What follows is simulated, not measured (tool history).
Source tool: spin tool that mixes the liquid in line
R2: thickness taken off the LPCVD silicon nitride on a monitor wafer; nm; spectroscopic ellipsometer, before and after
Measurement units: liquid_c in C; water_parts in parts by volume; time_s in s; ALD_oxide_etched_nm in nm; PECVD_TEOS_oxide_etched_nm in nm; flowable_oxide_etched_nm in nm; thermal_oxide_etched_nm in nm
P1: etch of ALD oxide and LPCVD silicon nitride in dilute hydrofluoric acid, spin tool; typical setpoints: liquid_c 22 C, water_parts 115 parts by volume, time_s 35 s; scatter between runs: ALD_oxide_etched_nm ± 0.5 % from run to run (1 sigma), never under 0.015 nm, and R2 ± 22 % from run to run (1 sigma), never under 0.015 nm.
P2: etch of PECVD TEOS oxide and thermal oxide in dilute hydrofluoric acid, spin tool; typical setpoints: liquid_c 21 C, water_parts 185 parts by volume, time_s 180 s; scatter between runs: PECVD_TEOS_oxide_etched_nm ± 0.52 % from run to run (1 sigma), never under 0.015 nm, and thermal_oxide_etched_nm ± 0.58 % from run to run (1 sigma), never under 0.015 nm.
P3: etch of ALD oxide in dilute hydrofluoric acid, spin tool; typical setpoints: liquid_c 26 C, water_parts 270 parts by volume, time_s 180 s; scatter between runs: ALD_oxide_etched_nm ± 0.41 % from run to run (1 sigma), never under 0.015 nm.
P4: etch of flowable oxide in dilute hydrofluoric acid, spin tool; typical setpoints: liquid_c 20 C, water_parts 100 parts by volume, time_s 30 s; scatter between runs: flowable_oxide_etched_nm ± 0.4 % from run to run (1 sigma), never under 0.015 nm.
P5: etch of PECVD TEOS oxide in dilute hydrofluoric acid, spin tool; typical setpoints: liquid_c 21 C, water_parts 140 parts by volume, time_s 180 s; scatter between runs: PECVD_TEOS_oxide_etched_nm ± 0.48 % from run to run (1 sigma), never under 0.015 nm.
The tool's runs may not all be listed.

Run 1, day 0.212: process P1, liquid_c 22 C, water_parts 115 parts by volume, time_s 35 s. Result: ALD_oxide_etched_nm 7.7269 nm, R2 0.17463 nm.
Run 2, day 0.658: process P1, liquid_c 22 C, water_parts 115 parts by volume, time_s 35 s. Result: ALD_oxide_etched_nm 7.7129 nm, R2 0.098216 nm.
Run 3, day 0.917: process P1, liquid_c 22 C, water_parts 20 parts by volume, time_s 35 s. Result: ALD_oxide_etched_nm 49.711 nm, R2 0.68933 nm.
Run 4, day 1.35: process P3, liquid_c 31.5 C, water_parts 270 parts by volume, time_s 180 s. Result: ALD_oxide_etched_nm 8.2366 nm.
Run 5, day 1.633: process P1, liquid_c 17 C, water_parts 115 parts by volume, time_s 20 s. Result: ALD_oxide_etched_nm 3.5607 nm, R2 0.069102 nm.
Run 6, day 1.929: process P3, liquid_c 26 C, water_parts 270 parts by volume, time_s 180 s. Result: ALD_oxide_etched_nm 6.8148 nm.
Run 7, day 2.242: process P1, liquid_c 28 C, water_parts 115 parts by volume, time_s 35 s. Result: ALD_oxide_etched_nm 9.7972 nm, R2 0.19381 nm.
Run 8, day 2.733: process P5, liquid_c 21 C, water_parts 140 parts by volume, time_s 180 s. Result: PECVD_TEOS_oxide_etched_nm 9.1904 nm.
Run 9, day 2.95: process P4, liquid_c 20 C, water_parts 100 parts by volume, time_s 30 s. Result: flowable_oxide_etched_nm 15.204 nm.
Run 10, day 3.421: process P5, liquid_c 21 C, water_parts 210 parts by volume, time_s 180 s. Result: PECVD_TEOS_oxide_etched_nm 5.7354 nm.
Run 11, day 3.908: process P3, liquid_c 26 C, water_parts 450 parts by volume, time_s 180 s. Result: ALD_oxide_etched_nm 3.4466 nm.
Run 12, day 4.296: process P2, liquid_c 17 C, water_parts 185 parts by volume, time_s 180 s. Result: PECVD_TEOS_oxide_etched_nm 6.3431 nm, thermal_oxide_etched_nm 3.2154 nm.
Run 13, day 4.642: process P1, liquid_c 22 C, water_parts 115 parts by volume, time_s 35 s. Result: ALD_oxide_etched_nm 7.6552 nm, R2 0.075082 nm.
Run 14, day 4.942: process P1, liquid_c 17.5 C, water_parts 115 parts by volume, time_s 35 s. Result: ALD_oxide_etched_nm 6.4104 nm, R2 0.075033 nm.
Run 15, day 5.325: process P2, liquid_c 21 C, water_parts 185 parts by volume, time_s 180 s. Result: PECVD_TEOS_oxide_etched_nm 7.4501 nm, thermal_oxide_etched_nm 3.736 nm.
Run 16, day 5.658: process P1, liquid_c 22 C, water_parts 115 parts by volume, time_s 35 s. Result: ALD_oxide_etched_nm 7.7217 nm, R2 0.15971 nm.
Run 17, day 6.1: process P5, liquid_c 17 C, water_parts 140 parts by volume, time_s 180 s. Result: PECVD_TEOS_oxide_etched_nm 7.7497 nm.
Run 18, day 6.479: process P4, liquid_c 20 C, water_parts 180 parts by volume, time_s 30 s. Result: flowable_oxide_etched_nm 7.7606 nm.
Run 19, day 6.704: process P1, liquid_c 22 C, water_parts 115 parts by volume, time_s 15 s. Result: ALD_oxide_etched_nm 3.2975 nm, R2 0.085991 nm.
Run 20, day 7.162: process P4, liquid_c 25 C, water_parts 100 parts by volume, time_s 30 s. Result: flowable_oxide_etched_nm 18.568 nm.
Run 21, day 7.488: process P5, liquid_c 21 C, water_parts 140 parts by volume, time_s 180 s. Result: PECVD_TEOS_oxide_etched_nm 9.2074 nm.
Run 22, day 7.862: process P2, liquid_c 21 C, water_parts 185 parts by volume, time_s 275 s. Result: PECVD_TEOS_oxide_etched_nm 11.313 nm, thermal_oxide_etched_nm 5.8081 nm.
At day 8.004: thermometer replaced.
Run 23, day 8.146: process P2, liquid_c 21 C, water_parts 110 parts by volume, time_s 180 s. Result: PECVD_TEOS_oxide_etched_nm 13.457 nm, thermal_oxide_etched_nm 6.8184 nm.
Run 24, day 8.408: process P1, liquid_c 25.5 C, water_parts 115 parts by volume, time_s 15 s. Result: ALD_oxide_etched_nm 3.7947 nm, R2 0.078471 nm.
Run 25, day 8.696: process P3, liquid_c 26 C, water_parts 270 parts by volume, time_s 355 s. Result: ALD_oxide_etched_nm 13.51 nm.
Run 26, day 8.954: process P4, liquid_c 20 C, water_parts 100 parts by volume, time_s 30 s. Result: flowable_oxide_etched_nm 15.156 nm.
Run 27, day 9.396: process P1, liquid_c 22 C, water_parts 115 parts by volume, time_s 35 s. Result: ALD_oxide_etched_nm 7.7209 nm, R2 0.13578 nm.
Run 28, day 9.633: process P1, liquid_c 22 C, water_parts 115 parts by volume, time_s 35 s. Result: ALD_oxide_etched_nm 7.7094 nm, R2 0.085164 nm.
Run 29, day 9.95: process P4, liquid_c 20 C, water_parts 100 parts by volume, time_s 15 s. Result: flowable_oxide_etched_nm 7.5873 nm.
Run 30, day 10.183: process P1, liquid_c 22 C, water_parts 115 parts by volume, time_s 70 s. Result: ALD_oxide_etched_nm 15.514 nm, R2 0.14816 nm.
Run 31, day 10.425: process P1, liquid_c 22 C, water_parts 175 parts by volume, time_s 35 s. Result: ALD_oxide_etched_nm 4.6933 nm, R2 0.059701 nm.
Run 32, day 10.712: process P1, liquid_c 22 C, water_parts 115 parts by volume, time_s 35 s. Result: ALD_oxide_etched_nm 7.7037 nm, R2 0.13599 nm.
Run 33, day 10.938: process P5, liquid_c 21 C, water_parts 140 parts by volume, time_s 70 s. Result: PECVD_TEOS_oxide_etched_nm 3.5656 nm.
Run 34, day 11.233: process P1, liquid_c 22 C, water_parts 115 parts by volume, time_s 35 s. Result: ALD_oxide_etched_nm 7.6652 nm, R2 0.11866 nm.
Run 35, day 11.612: process P1, liquid_c 22 C, water_parts 115 parts by volume, time_s 35 s. Result: ALD_oxide_etched_nm 7.9975 nm, R2 0.15085 nm.
Run 36, day 12.046: process P1, liquid_c 22 C, water_parts 115 parts by volume, time_s 35 s. Result: ALD_oxide_etched_nm 8.1998 nm, R2 0.12647 nm.
Run 37, day 12.429: process P1, liquid_c 22 C, water_parts 115 parts by volume, time_s 35 s. Result: ALD_oxide_etched_nm 8.2361 nm, R2 0.11859 nm.
Run 38, day 12.767: process P1, liquid_c 22 C, water_parts 115 parts by volume, time_s 35 s. Result: ALD_oxide_etched_nm 8.2633 nm, R2 0.074463 nm.
Run 39, day 13.183: process P1, liquid_c 22 C, water_parts 115 parts by volume, time_s 35 s. Result: ALD_oxide_etched_nm 8.3046 nm, R2 0.21038 nm.
Run 40, day 13.538: process P1, liquid_c 22 C, water_parts 115 parts by volume, time_s 35 s. Result: ALD_oxide_etched_nm 8.4008 nm, R2 0.12072 nm.
Run 41, day 13.858: process P1, liquid_c 22 C, water_parts 115 parts by volume, time_s 35 s. Result: ALD_oxide_etched_nm 8.3052 nm, R2 0.10109 nm.
Run 42, day 14.342: process P1, liquid_c 22 C, water_parts 115 parts by volume, time_s 35 s. Result: ALD_oxide_etched_nm 8.421 nm, R2 0.13399 nm.
Run 43, day 14.604: process P1, liquid_c 22 C, water_parts 115 parts by volume, time_s 35 s. Result: ALD_oxide_etched_nm 8.4009 nm, R2 0.13458 nm.
Run 44, day 14.812: process P1, liquid_c 22 C, water_parts 115 parts by volume, time_s 35 s. Result: ALD_oxide_etched_nm 8.4632 nm, R2 0.1043 nm.
Run 45, day 15.279: process P1, liquid_c 22 C, water_parts 115 parts by volume, time_s 35 s. Result: ALD_oxide_etched_nm 8.4821 nm, R2 0.19254 nm.

Compared with where it was, what P1 gives has crept away. Each cause listed below fits the log as well as the rest, at the size given for it:
A: liquid hotter than its thermometer reads (K) = 2.27
B: hydrofluoric acid flow above the setpoint (%) = 8.24
Creep in the process output first set in at about day 11.233.

Each of the 4 check runs below uses one wafer; its results are left as question marks. Which run tells the causes apart?
Run check 1, day 15.746: process P5, liquid_c 21 C, water_parts 200 parts by volume, time_s 180 s. Result: PECVD_TEOS_oxide_etched_nm ?.
Run check 2, day 15.746: process P2, liquid_c 17 C, water_parts 185 parts by volume, time_s 180 s. Result: PECVD_TEOS_oxide_etched_nm ?, thermal_oxide_etched_nm ?.
Run check 3, day 15.746: process P4, liquid_c 20 C, water_parts 160 parts by volume, time_s 15 s. Result: flowable_oxide_etched_nm ?.
Run check 4, day 15.746: process P3, liquid_c 31 C, water_parts 270 parts by volume, time_s 350 s. Result: ALD_oxide_etched_nm ?.

What every check run would give for each of its results, assuming each possible cause in turn:
  check                      result    if A    if B
check 1  PECVD_TEOS_oxide_etched_nm  6.6272  6.6871
check 2  PECVD_TEOS_oxide_etched_nm  6.8975  6.9125
check 2     thermal_oxide_etched_nm   3.523  3.5307
check 3    flowable_oxide_etched_nm  4.8598  4.8746
check 4         ALD_oxide_etched_nm  16.905  17.429
Gap, in per cent, between the two causes that each check separates least, read from the result that separates them most: check 1 0.9 %; check 2 0.22 %; check 3 0.3 %; check 4 3.05 %
Check 4 distinguishes between the causes, while the remaining checks would return nearly the same result for all of them.

Check 4 was carried out, with these results: ALD_oxide_etched_nm 16.832 nm. Which of the listed causes is responsible?

It was cause A: liquid hotter than its thermometer reads (K).
